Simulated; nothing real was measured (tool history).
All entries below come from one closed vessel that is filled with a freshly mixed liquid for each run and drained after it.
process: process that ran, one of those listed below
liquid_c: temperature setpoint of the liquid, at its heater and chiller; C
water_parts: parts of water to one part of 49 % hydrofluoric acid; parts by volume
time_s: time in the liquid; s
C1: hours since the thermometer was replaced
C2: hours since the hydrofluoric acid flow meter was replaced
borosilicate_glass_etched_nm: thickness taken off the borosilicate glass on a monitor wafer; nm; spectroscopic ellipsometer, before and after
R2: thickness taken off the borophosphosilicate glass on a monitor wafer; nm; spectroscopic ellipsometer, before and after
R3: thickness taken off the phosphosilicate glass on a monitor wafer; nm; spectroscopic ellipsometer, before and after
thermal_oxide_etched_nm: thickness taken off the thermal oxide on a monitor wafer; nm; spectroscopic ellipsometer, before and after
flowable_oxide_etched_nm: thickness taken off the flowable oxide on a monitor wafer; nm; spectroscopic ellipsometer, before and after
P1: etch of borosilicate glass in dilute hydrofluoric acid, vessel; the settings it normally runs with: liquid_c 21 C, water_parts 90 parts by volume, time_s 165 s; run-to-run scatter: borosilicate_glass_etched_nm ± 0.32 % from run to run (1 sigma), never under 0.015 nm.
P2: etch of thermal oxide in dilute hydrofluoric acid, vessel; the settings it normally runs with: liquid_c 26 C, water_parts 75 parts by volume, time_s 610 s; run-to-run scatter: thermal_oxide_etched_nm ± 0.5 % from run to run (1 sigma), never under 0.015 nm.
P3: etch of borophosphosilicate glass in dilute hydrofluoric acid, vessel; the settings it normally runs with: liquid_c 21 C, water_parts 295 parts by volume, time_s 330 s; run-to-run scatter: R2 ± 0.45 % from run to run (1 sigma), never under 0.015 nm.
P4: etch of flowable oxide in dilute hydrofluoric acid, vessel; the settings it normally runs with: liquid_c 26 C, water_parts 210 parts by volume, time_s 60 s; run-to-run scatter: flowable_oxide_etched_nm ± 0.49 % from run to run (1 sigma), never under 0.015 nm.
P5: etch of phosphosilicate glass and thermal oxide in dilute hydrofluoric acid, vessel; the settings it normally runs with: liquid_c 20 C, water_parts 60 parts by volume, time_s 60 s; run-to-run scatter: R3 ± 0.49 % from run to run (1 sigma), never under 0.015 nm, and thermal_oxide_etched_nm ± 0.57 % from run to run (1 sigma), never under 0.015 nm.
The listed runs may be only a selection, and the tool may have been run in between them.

run 1 hour=4.6 | process=P1 liquid_c=21 water_parts=90 time_s=165 | C1=1345.5 C2=415.2 | borosilicate_glass_etched_nm=39.814
run 2 hour=11.8 | process=P1 liquid_c=21 water_parts=90 time_s=165 | C1=1352.7 C2=422.4 | borosilicate_glass_etched_nm=39.708
run 3 hour=15.8 | process=P3 liquid_c=21 water_parts=295 time_s=75 | C1=1356.7 C2=426.4 | R2=8.1981
run 4 hour=21.2 | process=P3 liquid_c=21 water_parts=535 time_s=330 | C1=1362.1 C2=431.8 | R2=16.403
run 5 hour=27.7 | process=P1 liquid_c=21 water_parts=90 time_s=165 | C1=1368.6 C2=438.3 | borosilicate_glass_etched_nm=39.759
run 6 hour=31.5 | process=P1 liquid_c=21 water_parts=150 time_s=165 | C1=1372.4 C2=442.1 | borosilicate_glass_etched_nm=22.201
run 7 hour=37.9 | process=P1 liquid_c=17 water_parts=90 time_s=165 | C1=1378.8 C2=448.5 | borosilicate_glass_etched_nm=33.754
run 8 hour=45.4 | process=P5 liquid_c=24.5 water_parts=60 time_s=60 | C1=1386.3 C2=456 | R3=221.12 thermal_oxide_etched_nm=5.305
-- hour=49.3 thermometer replaced
run 9 hour=52.1 | process=P2 liquid_c=26 water_parts=75 time_s=1125 | C1=2.8 C2=462.7 | thermal_oxide_etched_nm=77.245
run 10 hour=58.5 | process=P1 liquid_c=21 water_parts=20 time_s=165 | C1=9.2 C2=469.1 | borosilicate_glass_etched_nm=195.33
run 11 hour=62.7 | process=P1 liquid_c=26 water_parts=90 time_s=165 | C1=13.4 C2=473.3 | borosilicate_glass_etched_nm=48.763
run 12 hour=70.1 | process=P1 liquid_c=21 water_parts=90 time_s=285 | C1=20.8 C2=480.7 | borosilicate_glass_etched_nm=68.489
run 13 hour=73.3 | process=P4 liquid_c=26 water_parts=65 time_s=60 | C1=24 C2=483.9 | flowable_oxide_etched_nm=34.18
run 14 hour=78.9 | process=P1 liquid_c=21 water_parts=90 time_s=30 | C1=29.6 C2=489.5 | borosilicate_glass_etched_nm=7.2573
run 15 hour=85.3 | process=P1 liquid_c=21 water_parts=90 time_s=165 | C1=36 C2=495.9 | borosilicate_glass_etched_nm=39.582
run 16 hour=90.3 | process=P1 liquid_c=21 water_parts=90 time_s=165 | C1=41 C2=500.9 | borosilicate_glass_etched_nm=40.034
run 17 hour=96.8 | process=P1 liquid_c=21 water_parts=90 time_s=165 | C1=47.5 C2=507.4 | borosilicate_glass_etched_nm=39.561
run 18 hour=103.3 | process=P1 liquid_c=21 water_parts=90 time_s=165 | C1=54 C2=513.9 | borosilicate_glass_etched_nm=39.717
run 19 hour=110.7 | process=P1 liquid_c=26.5 water_parts=90 time_s=30 | C1=61.4 C2=521.3 | borosilicate_glass_etched_nm=9.0389
run 20 hour=118.1 | process=P2 liquid_c=33 water_parts=75 time_s=610 | C1=68.8 C2=528.7 | thermal_oxide_etched_nm=54.782
run 21 hour=123.1 | process=P5 liquid_c=20 water_parts=60 time_s=30 | C1=73.8 C2=533.7 | R3=92.062 thermal_oxide_etched_nm=2.1841
run 22 hour=126.5 | process=P2 liquid_c=26 water_parts=130 time_s=610 | C1=77.2 C2=537.1 | thermal_oxide_etched_nm=22.29
run 23 hour=131.2 | process=P5 liquid_c=20 water_parts=100 time_s=60 | C1=81.9 C2=541.8 | R3=105.91 thermal_oxide_etched_nm=2.484
run 24 hour=136.9 | process=P2 liquid_c=26 water_parts=75 time_s=610 | C1=87.6 C2=547.5 | thermal_oxide_etched_nm=41.836
run 25 hour=143.4 | process=P5 liquid_c=20 water_parts=60 time_s=60 | C1=94.1 C2=554 | R3=184.07 thermal_oxide_etched_nm=4.2821
run 26 hour=148.6 | process=P3 liquid_c=21 water_parts=295 time_s=330 | C1=99.3 C2=559.2 | R2=36.036
run 27 hour=152.5 | process=P4 liquid_c=26 water_parts=210 time_s=60 | C1=103.2 C2=563.1 | flowable_oxide_etched_nm=8.794
run 28 hour=156 | process=P3 liquid_c=21 water_parts=295 time_s=330 | C1=106.7 C2=566.6 | R2=36.247
run 29 hour=162.9 | process=P4 liquid_c=31 water_parts=210 time_s=60 | C1=113.6 C2=573.5 | flowable_oxide_etched_nm=10.4
run 30 hour=168.4 | process=P3 liquid_c=27.5 water_parts=295 time_s=330 | C1=119.1 C2=579 | R2=45.261
run 31 hour=172.5 | process=P2 liquid_c=26 water_parts=75 time_s=610 | C1=123.2 C2=583.1 | thermal_oxide_etched_nm=41.772
run 32 hour=177 | process=P4 liquid_c=26 water_parts=210 time_s=105 | C1=127.7 C2=587.6 | flowable_oxide_etched_nm=15.357
run 33 hour=181.9 | process=P1 liquid_c=21 water_parts=90 time_s=165 | C1=132.6 C2=592.5 | borosilicate_glass_etched_nm=39.893
run 34 hour=186 | process=P1 liquid_c=21 water_parts=90 time_s=165 | C1=136.7 C2=596.6 | borosilicate_glass_etched_nm=38.814
run 35 hour=191.7 | process=P1 liquid_c=21 water_parts=90 time_s=165 | C1=142.4 C2=602.3 | borosilicate_glass_etched_nm=37.927
run 36 hour=194.9 | process=P1 liquid_c=21 water_parts=90 time_s=165 | C1=145.6 C2=605.5 | borosilicate_glass_etched_nm=37.65
run 37 hour=199.6 | process=P1 liquid_c=21 water_parts=90 time_s=165 | C1=150.3 C2=610.2 | borosilicate_glass_etched_nm=37.177

The next listed run, before its measurement:
run 38 hour=204.6 | process=P1 liquid_c=21 water_parts=90 time_s=165 | C1=155.3 C2=615.2 | borosilicate_glass_etched_nm=?

borosilicate_glass_etched_nm: 36.725 nm

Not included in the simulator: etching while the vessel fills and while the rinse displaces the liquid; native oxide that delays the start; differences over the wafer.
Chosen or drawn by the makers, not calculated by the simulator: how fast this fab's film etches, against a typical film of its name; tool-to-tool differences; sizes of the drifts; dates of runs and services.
